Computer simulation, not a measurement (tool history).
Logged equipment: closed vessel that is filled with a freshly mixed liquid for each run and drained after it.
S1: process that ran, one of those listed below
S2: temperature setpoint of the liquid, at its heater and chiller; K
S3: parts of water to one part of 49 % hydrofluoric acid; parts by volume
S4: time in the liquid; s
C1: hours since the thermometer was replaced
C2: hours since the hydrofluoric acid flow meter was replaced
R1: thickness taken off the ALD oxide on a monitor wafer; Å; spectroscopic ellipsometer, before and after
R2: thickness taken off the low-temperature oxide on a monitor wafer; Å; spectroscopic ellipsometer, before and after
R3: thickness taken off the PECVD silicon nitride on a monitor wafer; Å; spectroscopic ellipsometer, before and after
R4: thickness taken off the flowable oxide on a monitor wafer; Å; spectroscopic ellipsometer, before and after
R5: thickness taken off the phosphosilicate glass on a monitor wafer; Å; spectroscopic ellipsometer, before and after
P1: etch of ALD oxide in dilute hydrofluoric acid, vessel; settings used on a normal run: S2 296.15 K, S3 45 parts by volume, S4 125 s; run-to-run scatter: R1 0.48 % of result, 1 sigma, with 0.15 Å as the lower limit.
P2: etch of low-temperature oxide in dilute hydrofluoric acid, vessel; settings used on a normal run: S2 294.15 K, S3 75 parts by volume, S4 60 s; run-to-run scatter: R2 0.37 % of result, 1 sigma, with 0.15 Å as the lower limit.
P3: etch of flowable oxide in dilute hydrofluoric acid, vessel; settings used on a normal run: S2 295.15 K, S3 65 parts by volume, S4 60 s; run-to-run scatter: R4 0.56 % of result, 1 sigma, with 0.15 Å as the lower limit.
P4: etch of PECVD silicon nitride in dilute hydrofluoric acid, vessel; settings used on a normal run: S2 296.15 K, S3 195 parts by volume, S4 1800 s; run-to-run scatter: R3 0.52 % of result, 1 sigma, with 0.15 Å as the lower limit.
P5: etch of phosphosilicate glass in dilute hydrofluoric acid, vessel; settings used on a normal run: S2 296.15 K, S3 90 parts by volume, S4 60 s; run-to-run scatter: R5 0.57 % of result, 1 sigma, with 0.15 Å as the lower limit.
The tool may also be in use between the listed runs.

Run 1, hour 3.9: S1 P1, S2 296.15 K, S3 45 parts by volume, S4 125 s; C1 490.3; C2 51.1. Result: R1 336.17 Å.
Run 2, hour 7.8: S1 P2, S2 294.15 K, S3 75 parts by volume, S4 60 s; C1 494.2; C2 55.0. Result: R2 259.15 Å.
Run 3, hour 13.3: S1 P4, S2 296.15 K, S3 195 parts by volume, S4 1800 s; C1 499.7; C2 60.5. Result: R3 269.32 Å.
Run 4, hour 20.2: S1 P1, S2 296.15 K, S3 45 parts by volume, S4 125 s; C1 506.6; C2 67.4. Result: R1 333.69 Å.
Run 5, hour 25.7: S1 P4, S2 296.15 K, S3 195 parts by volume, S4 2640 s; C1 512.1; C2 72.9. Result: R3 393.92 Å.
Run 6, hour 32.8: S1 P3, S2 302.65 K, S3 65 parts by volume, S4 60 s; C1 519.2; C2 80.0. Result: R4 557.22 Å.
Run 7, hour 37.5: S1 P4, S2 300.15 K, S3 195 parts by volume, S4 1800 s; C1 523.9; C2 84.7. Result: R3 349.48 Å.
Run 8, hour 45.4: S1 P5, S2 303.15 K, S3 90 parts by volume, S4 60 s; C1 531.8; C2 92.6. Result: R5 1003.3 Å.
Run 9, hour 52.8: S1 P2, S2 294.15 K, S3 75 parts by volume, S4 30 s; C1 539.2; C2 100.0. Result: R2 128.94 Å.
Run 10, hour 60.8: S1 P1, S2 296.15 K, S3 25 parts by volume, S4 125 s; C1 547.2; C2 108.0. Result: R1 614.26 Å.
Run 11, hour 66.4: S1 P4, S2 296.15 K, S3 195 parts by volume, S4 1800 s; C1 552.8; C2 113.6. Result: R3 271.99 Å.
Run 12, hour 71.9: S1 P4, S2 296.15 K, S3 50 parts by volume, S4 1800 s; C1 558.3; C2 119.1. Result: R3 1029.40 Å.
Run 13, hour 79.9: S1 P5, S2 296.15 K, S3 90 parts by volume, S4 85 s; C1 566.3; C2 127.1. Result: R5 1071.5 Å.
Run 14, hour 86.8: S1 P1, S2 296.15 K, S3 65 parts by volume, S4 125 s; C1 573.2; C2 134.0. Result: R1 224.92 Å.
Run 15, hour 92.2: S1 P3, S2 295.15 K, S3 65 parts by volume, S4 60 s; C1 578.6; C2 139.4. Result: R4 415.45 Å.
Run 16, hour 99.7: S1 P5, S2 296.15 K, S3 90 parts by volume, S4 60 s; C1 586.1; C2 146.9. Result: R5 755.0 Å.
Run 17, hour 103.5: S1 P1, S2 303.15 K, S3 45 parts by volume, S4 40 s; C1 589.9; C2 150.7. Result: R1 141.93 Å.
Run 18, hour 107.1: S1 P2, S2 294.15 K, S3 75 parts by volume, S4 60 s; C1 593.5; C2 154.3. Result: R2 257.89 Å.
Run 19, hour 113.4: S1 P3, S2 295.15 K, S3 40 parts by volume, S4 60 s; C1 599.8; C2 160.6. Result: R4 697.26 Å.
Run 20, hour 117.2: S1 P3, S2 295.15 K, S3 65 parts by volume, S4 60 s; C1 603.6; C2 164.4. Result: R4 413.88 Å.
Run 21, hour 122.9: S1 P2, S2 294.15 K, S3 105 parts by volume, S4 60 s; C1 609.3; C2 170.1. Result: R2 178.79 Å.
At hour 126.8: thermometer replaced.
Run 22, hour 128.1: S1 P1, S2 290.15 K, S3 45 parts by volume, S4 125 s; C1 1.3; C2 175.3. Result: R1 258.43 Å.
Run 23, hour 136.3: S1 P5, S2 296.15 K, S3 35 parts by volume, S4 60 s; C1 9.5; C2 183.5. Result: R5 2086.4 Å.
Run 24, hour 144.7: S1 P2, S2 300.65 K, S3 75 parts by volume, S4 60 s; C1 17.9; C2 191.9. Result: R2 337.47 Å.
Run 25, hour 149.0: S1 P3, S2 295.15 K, S3 65 parts by volume, S4 90 s; C1 22.2; C2 196.2. Result: R4 614.50 Å.
Run 26, hour 155.3: S1 P1, S2 296.15 K, S3 45 parts by volume, S4 125 s; C1 28.5; C2 202.5. Result: R1 330.80 Å.
Run 27, hour 163.2: S1 P1, S2 296.15 K, S3 45 parts by volume, S4 55 s; C1 36.4; C2 210.4. Result: R1 147.17 Å.
Run 28, hour 167.0: S1 P1, S2 296.15 K, S3 45 parts by volume, S4 125 s; C1 40.2; C2 214.2. Result: R1 336.40 Å.
Run 29, hour 175.2: S1 P1, S2 296.15 K, S3 45 parts by volume, S4 245 s; C1 48.4; C2 222.4. Result: R1 656.84 Å.
Run 30, hour 180.6: S1 P1, S2 304.15 K, S3 45 parts by volume, S4 125 s; C1 53.8; C2 227.8. Result: R1 467.27 Å.
Run 31, hour 187.6: S1 P1, S2 296.15 K, S3 45 parts by volume, S4 125 s; C1 60.8; C2 234.8. Result: R1 332.99 Å.

Run 32 is up next; what results do you expect?
Run 32, hour 194.3: S1 P1, S2 296.15 K, S3 45 parts by volume, S4 125 s; C1 67.5; C2 241.5. Result: R1 ?.

{"run 32": {"R1": 335.33}}
